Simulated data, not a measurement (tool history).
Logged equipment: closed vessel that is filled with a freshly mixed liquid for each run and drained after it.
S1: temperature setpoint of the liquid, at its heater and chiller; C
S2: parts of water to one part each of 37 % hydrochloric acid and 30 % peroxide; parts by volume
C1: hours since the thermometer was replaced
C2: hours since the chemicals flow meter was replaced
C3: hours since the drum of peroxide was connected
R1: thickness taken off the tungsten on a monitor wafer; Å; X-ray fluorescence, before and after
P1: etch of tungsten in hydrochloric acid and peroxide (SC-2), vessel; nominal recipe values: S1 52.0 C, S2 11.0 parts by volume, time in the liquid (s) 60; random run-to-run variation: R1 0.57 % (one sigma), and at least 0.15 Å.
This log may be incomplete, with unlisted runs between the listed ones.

{"run": 1, "day": 0.188, "S1": 52.0, "S2": 11.0, "time in the liquid (s)": 60, "C1": 361.3, "C2": 1026.7, "C3": 185.9, "R1": 224.32}
{"run": 2, "day": 0.371, "S1": 52.0, "S2": 18.5, "time in the liquid (s)": 60, "C1": 365.7, "C2": 1031.1, "C3": 190.3, "R1": 140.49}
{"run": 3, "day": 0.575, "S1": 44.5, "S2": 11.0, "time in the liquid (s)": 60, "C1": 370.6, "C2": 1036.0, "C3": 195.2, "R1": 135.4}
{"run": 4, "day": 0.712, "S1": 52.0, "S2": 11.0, "time in the liquid (s)": 60, "C1": 373.9, "C2": 1039.3, "C3": 198.5, "R1": 226.14}
{"run": 5, "day": 0.875, "S1": 37.5, "S2": 4.0, "time in the liquid (s)": 60, "C1": 377.8, "C2": 1043.2, "C3": 202.4, "R1": 178.8}
{"run": 6, "day": 1.021, "S1": 52.0, "S2": 11.0, "time in the liquid (s)": 60, "C1": 381.3, "C2": 1046.7, "C3": 205.9, "R1": 226.34}
{"run": 7, "day": 1.246, "S1": 52.0, "S2": 11.0, "time in the liquid (s)": 60, "C1": 386.7, "C2": 1052.1, "C3": 211.3, "R1": 223.67}
{"run": 8, "day": 1.396, "S1": 67.0, "S2": 11.0, "time in the liquid (s)": 60, "C1": 390.3, "C2": 1055.7, "C3": 214.9, "R1": 580.16}
{"run": 9, "day": 1.517, "S1": 52.0, "S2": 11.0, "time in the liquid (s)": 30, "C1": 393.2, "C2": 1058.6, "C3": 217.8, "R1": 111.83}
{"run": 10, "day": 1.712, "S1": 52.0, "S2": 11.0, "time in the liquid (s)": 60, "C1": 397.9, "C2": 1063.3, "C3": 222.5, "R1": 228.37}
{"run": 11, "day": 1.908, "S1": 45.0, "S2": 11.0, "time in the liquid (s)": 30, "C1": 402.6, "C2": 1068.0, "C3": 227.2, "R1": 70.636}
{"run": 12, "day": 2.038, "S1": 63.5, "S2": 16.0, "time in the liquid (s)": 60, "C1": 405.7, "C2": 1071.1, "C3": 230.3, "R1": 338.37}
{"run": 13, "day": 2.221, "S1": 52.0, "S2": 11.0, "time in the liquid (s)": 120, "C1": 410.1, "C2": 1075.5, "C3": 234.7, "R1": 449.96}
{"run": 14, "day": 2.404, "S1": 52.0, "S2": 4.0, "time in the liquid (s)": 60, "C1": 414.5, "C2": 1079.9, "C3": 239.1, "R1": 487.22}
{"run": 15, "day": 2.55, "S1": 52.0, "S2": 11.0, "time in the liquid (s)": 60, "C1": 418.0, "C2": 1083.4, "C3": 242.6, "R1": 226.44}
{"run": 16, "day": 2.729, "S1": 52.0, "S2": 11.0, "time in the liquid (s)": 60, "C1": 422.3, "C2": 1087.7, "C3": 246.9, "R1": 214.17}
{"run": 17, "day": 2.883, "S1": 52.0, "S2": 11.0, "time in the liquid (s)": 60, "C1": 426.0, "C2": 1091.4, "C3": 250.6, "R1": 211.07}
{"run": 18, "day": 2.992, "S1": 52.0, "S2": 11.0, "time in the liquid (s)": 60, "C1": 428.6, "C2": 1094.0, "C3": 253.2, "R1": 210.08}
{"day": 3.125, "done": "new drum of peroxide connected"}
{"run": 19, "day": 3.162, "S1": 52.0, "S2": 11.0, "time in the liquid (s)": 60, "C1": 432.7, "C2": 1098.1, "C3": 0.9, "R1": 205.0}
{"run": 20, "day": 3.354, "S1": 52.0, "S2": 11.0, "time in the liquid (s)": 60, "C1": 437.3, "C2": 1102.7, "C3": 5.5, "R1": 202.36}
{"run": 21, "day": 3.504, "S1": 52.0, "S2": 11.0, "time in the liquid (s)": 60, "C1": 440.9, "C2": 1106.3, "C3": 9.1, "R1": 204.08}
{"run": 22, "day": 3.717, "S1": 52.0, "S2": 11.0, "time in the liquid (s)": 60, "C1": 446.0, "C2": 1111.4, "C3": 14.2, "R1": 203.03}

Something has made what P1 gives creep away from where it was; the 2 causes below, each at its own stated size, fit the log equally well:
A: liquid colder than its thermometer reads (K) = 1.52
B: chemicals flow below the setpoint (%) = 11.1
At approximately day 2.550, the process output began to creep.
Why every other cause is out:
peroxide weaker than its label (%): its service at day 3.125 followed the start of the drift and did not put the process back to its old value

The list below offers 4 check runs, each averaging the results of 5 wafers, and shows each result as a question mark. For which of them would the listed causes give clearly different results?
{"run": "check 1", "day": 3.929, "S1": 52.0, "S2": 4.0, "time in the liquid (s)": 60, "R1": "?"}
{"run": "check 2", "day": 3.929, "S1": 52.0, "S2": 18.0, "time in the liquid (s)": 30, "R1": "?"}
{"run": "check 3", "day": 3.929, "S1": 62.5, "S2": 11.0, "time in the liquid (s)": 110, "R1": "?"}
{"run": "check 4", "day": 3.929, "S1": 52.0, "S2": 18.0, "time in the liquid (s)": 115, "R1": "?"}

What each check would give under each cause:
check=check_1 result=R1 if_A=440.500 if_B=449.700
check=check_2 result=R1 if_A=66.075 if_B=65.686
check=check_3 result=R1 if_A=732.850 if_B=728.440
check=check_4 result=R1 if_A=253.290 if_B=251.800
Per-check spread between the two closest causes, in the result where they differ most: check 1 2.07 %; check 2 0.59 %; check 3 0.6 %; check 4 0.59 %
The other checks would show nearly matching results whichever cause is true, so check 1 is the only one that separates the causes.

The results of check 1 are: R1 448.090 Å. Based on these, which of the listed causes is it?

The cause is B: chemicals flow below the setpoint (%).

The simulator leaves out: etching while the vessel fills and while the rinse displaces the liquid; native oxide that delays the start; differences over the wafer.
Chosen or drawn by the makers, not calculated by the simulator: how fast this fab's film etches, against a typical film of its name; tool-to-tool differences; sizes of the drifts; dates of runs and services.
